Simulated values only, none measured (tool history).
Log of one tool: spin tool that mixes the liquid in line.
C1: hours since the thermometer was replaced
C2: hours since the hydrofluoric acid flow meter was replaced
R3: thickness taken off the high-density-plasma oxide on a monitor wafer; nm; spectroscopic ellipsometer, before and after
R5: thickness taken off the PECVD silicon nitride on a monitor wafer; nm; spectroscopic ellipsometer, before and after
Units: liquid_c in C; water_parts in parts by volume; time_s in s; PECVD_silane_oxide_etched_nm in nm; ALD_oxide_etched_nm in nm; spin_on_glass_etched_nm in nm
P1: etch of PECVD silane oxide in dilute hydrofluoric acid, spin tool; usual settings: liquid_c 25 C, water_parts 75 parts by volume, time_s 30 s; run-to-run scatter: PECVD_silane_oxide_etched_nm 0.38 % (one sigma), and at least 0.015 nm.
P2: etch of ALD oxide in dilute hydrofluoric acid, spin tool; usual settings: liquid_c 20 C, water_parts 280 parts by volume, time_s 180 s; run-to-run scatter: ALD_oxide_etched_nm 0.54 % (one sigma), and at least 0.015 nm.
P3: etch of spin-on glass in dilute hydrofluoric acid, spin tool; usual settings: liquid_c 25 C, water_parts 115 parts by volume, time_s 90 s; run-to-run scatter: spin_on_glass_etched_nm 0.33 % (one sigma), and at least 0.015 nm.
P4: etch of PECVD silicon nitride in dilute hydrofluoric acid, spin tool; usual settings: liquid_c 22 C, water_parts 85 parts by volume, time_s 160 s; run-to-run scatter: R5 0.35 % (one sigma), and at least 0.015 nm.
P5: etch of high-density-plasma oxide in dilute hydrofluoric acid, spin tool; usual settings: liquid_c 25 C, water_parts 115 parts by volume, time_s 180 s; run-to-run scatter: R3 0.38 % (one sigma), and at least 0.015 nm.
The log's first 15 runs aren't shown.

Run 16, hour 178.7: process P1, liquid_c 33 C, water_parts 75 parts by volume, time_s 30 s; C1 1569.2; C2 494.9. Result: PECVD_silane_oxide_etched_nm 23.8570 nm.
Run 17, hour 188.9: process P1, liquid_c 25 C, water_parts 20 parts by volume, time_s 30 s; C1 1579.4; C2 505.1. Result: PECVD_silane_oxide_etched_nm 70.8790 nm.
Run 18, hour 196.7: process P1, liquid_c 25 C, water_parts 20 parts by volume, time_s 55 s; C1 1587.2; C2 512.9. Result: PECVD_silane_oxide_etched_nm 129.8400 nm.
Run 19, hour 203.6: process P1, liquid_c 25 C, water_parts 75 parts by volume, time_s 30 s; C1 1594.1; C2 519.8. Result: PECVD_silane_oxide_etched_nm 17.5240 nm.
Run 20, hour 214.1: process P4, liquid_c 22 C, water_parts 85 parts by volume, time_s 265 s; C1 1604.6; C2 530.3. Result: R5 15.4910 nm.
Run 21, hour 228.8: process P1, liquid_c 20 C, water_parts 75 parts by volume, time_s 30 s; C1 1619.3; C2 545.0. Result: PECVD_silane_oxide_etched_nm 14.1870 nm.
Run 22, hour 240.6: process P3, liquid_c 25 C, water_parts 115 parts by volume, time_s 165 s; C1 1631.1; C2 556.8. Result: spin_on_glass_etched_nm 72.392 nm.
Run 23, hour 252.5: process P4, liquid_c 17 C, water_parts 85 parts by volume, time_s 160 s; C1 1643.0; C2 568.7. Result: R5 6.5697 nm.
Run 24, hour 267.4: process P1, liquid_c 25 C, water_parts 75 parts by volume, time_s 30 s; C1 1657.9; C2 583.6. Result: PECVD_silane_oxide_etched_nm 17.5320 nm.
Run 25, hour 281.6: process P1, liquid_c 25 C, water_parts 75 parts by volume, time_s 60 s; C1 1672.1; C2 597.8. Result: PECVD_silane_oxide_etched_nm 35.1070 nm.
Run 26, hour 290.0: process P5, liquid_c 25 C, water_parts 30 parts by volume, time_s 180 s; C1 1680.5; C2 606.2. Result: R3 34.29500 nm.
At hour 302.5: thermometer replaced.
Run 27, hour 304.1: process P5, liquid_c 17 C, water_parts 115 parts by volume, time_s 180 s; C1 1.7; C2 620.3. Result: R3 5.76660 nm.
Run 28, hour 317.5: process P2, liquid_c 20 C, water_parts 280 parts by volume, time_s 180 s; C1 15.1; C2 633.7. Result: ALD_oxide_etched_nm 12.0210 nm.
Run 29, hour 329.2: process P3, liquid_c 25 C, water_parts 200 parts by volume, time_s 90 s; C1 26.8; C2 645.4. Result: spin_on_glass_etched_nm 20.658 nm.
Run 30, hour 336.3: process P4, liquid_c 22 C, water_parts 85 parts by volume, time_s 160 s; C1 33.9; C2 652.5. Result: R5 9.3012 nm.
Run 31, hour 349.7: process P1, liquid_c 25 C, water_parts 75 parts by volume, time_s 30 s; C1 47.3; C2 665.9. Result: PECVD_silane_oxide_etched_nm 17.5010 nm.
Run 32, hour 358.1: process P1, liquid_c 25 C, water_parts 75 parts by volume, time_s 30 s; C1 55.7; C2 674.3. Result: PECVD_silane_oxide_etched_nm 17.1930 nm.
Run 33, hour 370.7: process P1, liquid_c 25 C, water_parts 75 parts by volume, time_s 30 s; C1 68.3; C2 686.9. Result: PECVD_silane_oxide_etched_nm 17.0160 nm.
Run 34, hour 383.3: process P1, liquid_c 25 C, water_parts 75 parts by volume, time_s 30 s; C1 80.9; C2 699.5. Result: PECVD_silane_oxide_etched_nm 16.7520 nm.
Run 35, hour 396.5: process P1, liquid_c 25 C, water_parts 75 parts by volume, time_s 30 s; C1 94.1; C2 712.7. Result: PECVD_silane_oxide_etched_nm 16.5930 nm.
Run 36, hour 409.1: process P1, liquid_c 25 C, water_parts 75 parts by volume, time_s 30 s; C1 106.7; C2 725.3. Result: PECVD_silane_oxide_etched_nm 16.5590 nm.
Run 37, hour 416.3: process P1, liquid_c 25 C, water_parts 75 parts by volume, time_s 30 s; C1 113.9; C2 732.5. Result: PECVD_silane_oxide_etched_nm 16.5310 nm.

The next listed run, before its measurement:
Run 38, hour 428.0: process P1, liquid_c 25 C, water_parts 75 parts by volume, time_s 30 s; C1 125.6; C2 744.2. Result: PECVD_silane_oxide_etched_nm ?.

PECVD_silane_oxide_etched_nm: 16.4500 nm
